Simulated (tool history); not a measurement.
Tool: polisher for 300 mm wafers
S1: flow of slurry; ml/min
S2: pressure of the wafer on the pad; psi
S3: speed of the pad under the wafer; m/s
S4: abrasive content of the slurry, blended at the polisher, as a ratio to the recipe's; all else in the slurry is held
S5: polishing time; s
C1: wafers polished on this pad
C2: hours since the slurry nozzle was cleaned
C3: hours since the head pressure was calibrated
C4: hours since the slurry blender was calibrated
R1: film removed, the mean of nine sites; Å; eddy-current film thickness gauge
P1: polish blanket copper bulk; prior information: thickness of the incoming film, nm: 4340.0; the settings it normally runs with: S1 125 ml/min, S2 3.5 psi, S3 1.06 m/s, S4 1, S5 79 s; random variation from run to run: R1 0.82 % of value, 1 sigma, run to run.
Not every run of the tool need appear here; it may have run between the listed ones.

run   hour   S1   S2    S3    S4   S5    C1     C2     C3     C4      R1
  1    8.9  125  3.5  1.06     1   79   406  282.1  643.6    292  9084.7
  2     18  125  3.5  1.06     1   79   472  291.2  652.7  301.1  9191.2
  3   33.1  125  3.5   0.8     1   50   581  306.3  667.8  316.2    4341
  4   42.3  125  3.5  1.06     1   79   647  315.5    677  325.4  8985.6
  5   53.5  125  5.2  1.06     1   79   728  326.7  688.2  336.6   13568
  6     68  125  3.5  1.06  0.75   79   832  341.2  702.7  351.1  8410.9
  7   81.6  125  3.5  1.06     1   51   931  354.8  716.3  364.7  5873.2
  8     91  125  3.5  1.06     1   79   998  364.2  725.7  374.1  9012.2
  9  100.4  125  3.5   1.6     1   79  1066  373.6  735.1  383.5   13686
 10    109  125  3.5  1.06     1   79  1128  382.2  743.7  392.1    9086
 11    120  125  3.5  1.06   1.4   79  1208  393.2  754.7  403.1  9738.6
 12  133.8  125  1.7  1.06     1   79  1307    407  768.5  416.9  4410.2
 13  146.1  125  2.4  1.06     1  102  1396  419.3  780.8  429.2  7902.7
 14  153.7   75  3.5  1.06     1   79  1451  426.9  788.4  436.8  7886.2
 15  163.7  125  3.5  1.06     1   79  1523  436.9  798.4  446.8  9071.2
 16  172.5  170  3.5  1.06     1   79  1587  445.7  807.2  455.6  9581.2
 17  181.9  125  3.5  1.06     1  123  1654  455.1  816.6    465   14198
 18  191.7  125  3.5  0.56     1   79  1725  464.9  826.4  474.8  4813.2
 19  200.9  125  3.5  1.06     1   79  1792  474.1  835.6    484  9094.9
 20  212.9  125  3.5  1.06     1   79  1878  486.1  847.6    496  8763.2
 21    221  125  3.5  1.06     1   79  1937  494.2  855.7  504.1  8793.5
 22  234.6  125  3.5  1.06     1   79  2035  507.8  869.3  517.7  8627.6
     236.4  -- slurry blender recalibrated
     239.1  -- head pressure recalibrated
 23  248.8  125  3.5  1.06     1   79  2137    522    9.8   12.4  8595.1
 24  263.6  125  3.5  1.06     1   79  2244  536.8   24.6   27.2  8463.8
 25  271.5  125  3.5  1.06     1   79  2301  544.7   32.5   35.1  8356.1
 26  279.4  125  3.5  1.06     1   79  2358  552.6   40.4     43  8303.7
 27  287.5  125  3.5  1.06     1   79  2417  560.7   48.5   51.1  8516.1
 28  296.6  125  3.5  1.06     1   79  2482  569.8   57.6   60.2  8358.8

P1 has crept away from where it was. The log is fitted equally well by each of these 2 causes, at the sizes shown:
A: slurry flow missing at the pad, % = 28.5
B: removal rate lost through wear of the pad, % = 7.68
Creep in the process output first set in at about hour 200.9.
Ruled out, with reasons:
head's pressure below its setpoint, %: serviced at hour 239.1, after the drift had started, without restoring the earlier output
abrasive missing from the slurry, %: serviced at hour 236.4, after the drift had started, without restoring the earlier output

Which of the check runs below tells the causes apart, meaning the causes would give it clearly different results? Each run uses 5 wafers whose results are averaged, and each result is shown as a question mark.
check 1  305.7  125  3.5  1.28    1  115                   ?
check 2  305.7  125  1.7  1.06    1  121                   ?
check 3  305.7  125  3.5  0.72  1.4   79                   ?
check 4  305.7   85  3.5  1.06    1   52                   ?

Predicted outcomes, by check and by cause:
  check  result    if A    if B
check 1      R1   14720   14718
check 2      R1  6229.8  6229.1
check 3      R1    6122  6121.3
check 4      R1  4862.8  5017.5
Gap, in per cent, between the two causes that each check separates least, read from the result that separates them most: check 1 0.01 %; check 2 0.01 %; check 3 0.01 %; check 4 3.13 %
The other checks would show nearly matching results whichever cause is true, so check 4 is the only one that separates the causes.

After running check 4, the following was obtained: R1 4866.5 Å. Which cause does this point to?

It was cause A: slurry flow missing at the pad, %.
